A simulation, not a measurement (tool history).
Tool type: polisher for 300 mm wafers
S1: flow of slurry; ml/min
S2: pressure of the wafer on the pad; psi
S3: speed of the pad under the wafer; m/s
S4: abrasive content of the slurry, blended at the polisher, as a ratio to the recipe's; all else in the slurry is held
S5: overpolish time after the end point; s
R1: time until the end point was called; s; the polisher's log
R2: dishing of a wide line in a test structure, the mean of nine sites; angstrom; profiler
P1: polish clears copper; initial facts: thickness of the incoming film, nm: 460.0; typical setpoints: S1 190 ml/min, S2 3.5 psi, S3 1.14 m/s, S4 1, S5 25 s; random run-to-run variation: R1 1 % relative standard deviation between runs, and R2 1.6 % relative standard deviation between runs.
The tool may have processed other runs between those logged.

run	day	S1	S2	S3	S4	S5	R1	R2
1	0.312	190	3.5	1.14	1	25	136.25	528.87
2	0.883	190	3.5	1.14	1	25	133.08	548.79
3	1.388	190	1.7	1.14	1	25	279.16	275.8
4	1.838	190	3.5	1.14	1	48	137.57	865.48
5	2.225	115	3.5	1.14	1	25	147.02	478.53
# day 2.346: slurry nozzle cleaned
6	2.771	190	3.5	0.68	1	25	227.63	341.7
7	3.196	190	3.5	1.74	1	25	88.982	726.25
8	3.633	190	3.5	1.14	0.55	25	154.24	483.54
9	4.012	190	3.5	1.14	1	25	136.67	540.53
10	4.638	190	3.5	1.14	1.45	25	124.61	563.53
11	5.138	190	1.8	0.62	1	25	493.06	166.11
12	5.55	255	3.5	1.14	1	25	132.39	528.23
13	6.05	190	3.5	1.14	1	8	137.81	196.78
14	6.592	115	5.2	1.14	1	25	100.11	690.43
15	7.233	190	3.5	1.14	1	25	137.12	532.04
# day 7.292: head pressure recalibrated
16	7.704	190	5.4	1.14	1	25	87.511	765.79
17	8.279	190	3.5	1.14	1	25	135.93	533.33
18	8.862	190	3.5	0.64	1	9	241.16	126.48
19	9.317	190	3.5	1.14	1	25	134.19	526.41
20	9.642	190	3.5	1.14	1	25	135.49	509.07
21	10.021	190	3.5	1.14	1	25	141.52	508.96
22	10.642	190	3.5	1.14	1	25	140.11	508.67
# day 11.071: slurry blender recalibrated
23	11.246	190	3.5	1.14	1	25	139.8	492.11
24	11.683	190	3.5	1.14	1	25	142.61	496.5
# day 11.812: head pressure recalibrated
25	12.292	190	3.5	1.14	1	25	144.19	503.9
26	12.888	190	3.5	1.14	1	25	144.65	494.01
27	13.325	190	3.5	1.14	1	25	145.48	494

Something has made what P1 gives creep away from where it was; the 2 causes below, each at its own stated size, fit the log equally well:
A: slurry flow missing at the pad, % = 32.7
B: removal rate lost through wear of the pad, % = 6.36
The onset of the drift is placed at about day 9.317.
The rest of the possible causes, and what rules out each one:
head's pressure below its setpoint, %: work on it at day 11.812, done after the drift set in, did not restore what the process gave before
abrasive missing from the slurry, %: work on it at day 11.071, done after the drift set in, did not restore what the process gave before

4 check runs are offered, each on 5 wafers whose results are averaged, their results left as question marks. Which one tells the causes apart?
check 1	13.762	190	3.5	1.68	1.4	25	?	?
check 2	13.762	190	3.5	0.92	1	25	?	?
check 3	13.762	190	3.5	1.14	0.6	46	?	?
check 4	13.762	115	1.8	1.14	1	25	?	?

Expected result of each check under each candidate cause:
check	result	if A	if B
check 1	R1	91.166	91.156
check 1	R2	708.91	708.96
check 2	R1	179.18	179.16
check 2	R2	418.85	418.89
check 3	R1	160.78	160.77
check 3	R2	730.23	730.28
check 4	R1	318.78	306.97
check 4	R2	244.76	252.98
Per check, the gap between the least separated pair of causes, taken in the result that splits them most: check 1 0.01 %; check 2 0.01 %; check 3 0.01 %; check 4 3.78 %
Check 4 is the one run that separates the causes; every other check would come out nearly the same whichever cause is at work.

Then check 4 was run and gave: R1 306.05 s; R2 253.73 angstrom. Which cause is it?

The correct cause is B, namely: removal rate lost through wear of the pad, %.

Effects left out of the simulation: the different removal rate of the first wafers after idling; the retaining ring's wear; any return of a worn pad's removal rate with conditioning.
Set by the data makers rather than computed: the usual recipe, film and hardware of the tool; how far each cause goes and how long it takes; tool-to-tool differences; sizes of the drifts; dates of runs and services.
